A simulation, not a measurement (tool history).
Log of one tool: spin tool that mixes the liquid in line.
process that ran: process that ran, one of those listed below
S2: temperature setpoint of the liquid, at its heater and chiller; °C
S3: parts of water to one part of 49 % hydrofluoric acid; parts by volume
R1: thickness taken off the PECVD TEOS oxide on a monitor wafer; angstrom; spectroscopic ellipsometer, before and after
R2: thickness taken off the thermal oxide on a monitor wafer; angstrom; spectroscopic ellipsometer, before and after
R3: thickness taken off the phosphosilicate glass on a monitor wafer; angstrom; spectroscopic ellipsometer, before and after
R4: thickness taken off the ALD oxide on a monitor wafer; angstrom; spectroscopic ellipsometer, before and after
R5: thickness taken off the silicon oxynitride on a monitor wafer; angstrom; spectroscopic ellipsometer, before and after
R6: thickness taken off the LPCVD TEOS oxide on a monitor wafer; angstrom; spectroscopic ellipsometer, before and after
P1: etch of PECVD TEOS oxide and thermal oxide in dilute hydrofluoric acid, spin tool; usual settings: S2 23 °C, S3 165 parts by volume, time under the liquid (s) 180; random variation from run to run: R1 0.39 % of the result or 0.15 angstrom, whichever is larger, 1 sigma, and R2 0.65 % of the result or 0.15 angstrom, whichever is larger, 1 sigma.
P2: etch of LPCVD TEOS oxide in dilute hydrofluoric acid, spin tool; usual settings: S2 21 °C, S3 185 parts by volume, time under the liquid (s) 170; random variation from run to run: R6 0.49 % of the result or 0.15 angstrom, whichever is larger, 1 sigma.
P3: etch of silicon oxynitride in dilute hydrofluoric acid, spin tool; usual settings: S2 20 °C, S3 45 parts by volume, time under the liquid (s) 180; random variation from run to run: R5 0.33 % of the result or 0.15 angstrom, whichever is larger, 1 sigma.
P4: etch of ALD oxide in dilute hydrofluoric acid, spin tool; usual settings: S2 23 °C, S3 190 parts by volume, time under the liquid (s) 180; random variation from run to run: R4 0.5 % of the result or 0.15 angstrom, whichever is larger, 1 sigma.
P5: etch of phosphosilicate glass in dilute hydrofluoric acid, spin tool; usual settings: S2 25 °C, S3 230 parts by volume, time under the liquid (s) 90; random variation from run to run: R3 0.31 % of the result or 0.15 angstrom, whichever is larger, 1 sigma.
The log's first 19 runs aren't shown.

run 20 hour=202.4 | process_that_ran=P2 S2=21 S3=185 time_under_the_liquid_(s)=170 | R6=165.530
run 21 hour=212.1 | process_that_ran=P2 S2=21 S3=50 time_under_the_liquid_(s)=170 | R6=713.110
run 22 hour=226.3 | process_that_ran=P1 S2=17 S3=75 time_under_the_liquid_(s)=180 | R1=219.920 R2=87.353
run 23 hour=238.1 | process_that_ran=P1 S2=23 S3=85 time_under_the_liquid_(s)=180 | R1=245.170 R2=97.222
run 24 hour=249.8 | process_that_ran=P3 S2=20 S3=45 time_under_the_liquid_(s)=70 | R5=37.897
run 25 hour=256.7 | process_that_ran=P1 S2=23 S3=165 time_under_the_liquid_(s)=275 | R1=177.110 R2=69.554
run 26 hour=264.9 | process_that_ran=P4 S2=23 S3=190 time_under_the_liquid_(s)=180 | R4=138.31
run 27 hour=273.1 | process_that_ran=P4 S2=23 S3=190 time_under_the_liquid_(s)=340 | R4=261.61
run 28 hour=284.3 | process_that_ran=P2 S2=21 S3=185 time_under_the_liquid_(s)=15 | R6=14.376
run 29 hour=296.3 | process_that_ran=P2 S2=28 S3=185 time_under_the_liquid_(s)=170 | R6=215.110
run 30 hour=304.7 | process_that_ran=P5 S2=25 S3=335 time_under_the_liquid_(s)=90 | R3=256.110
run 31 hour=315.2 | process_that_ran=P1 S2=23 S3=165 time_under_the_liquid_(s)=180 | R1=115.540 R2=46.010
run 32 hour=322.7 | process_that_ran=P1 S2=23 S3=165 time_under_the_liquid_(s)=180 | R1=117.620 R2=46.561
run 33 hour=331.1 | process_that_ran=P1 S2=23 S3=165 time_under_the_liquid_(s)=180 | R1=120.280 R2=47.620
run 34 hour=339.0 | process_that_ran=P1 S2=23 S3=165 time_under_the_liquid_(s)=180 | R1=121.010 R2=47.301
run 35 hour=347.2 | process_that_ran=P1 S2=23 S3=165 time_under_the_liquid_(s)=180 | R1=122.710 R2=47.745
run 36 hour=355.3 | process_that_ran=P1 S2=23 S3=165 time_under_the_liquid_(s)=180 | R1=122.030 R2=48.731
run 37 hour=369.7 | process_that_ran=P1 S2=23 S3=165 time_under_the_liquid_(s)=180 | R1=122.960 R2=48.937
run 38 hour=381.0 | process_that_ran=P1 S2=23 S3=165 time_under_the_liquid_(s)=180 | R1=124.390 R2=49.242
run 39 hour=388.8 | process_that_ran=P1 S2=23 S3=165 time_under_the_liquid_(s)=180 | R1=123.960 R2=49.061
run 40 hour=396.2 | process_that_ran=P1 S2=23 S3=165 time_under_the_liquid_(s)=180 | R1=123.270 R2=48.959

Run 41 comes next. What will it give?
run 41 hour=410.6 | process_that_ran=P1 S2=23 S3=165 time_under_the_liquid_(s)=180 | R1=? R2=?

Run 41 gave R1 124.910 angstrom, R2 48.494 angstrom.
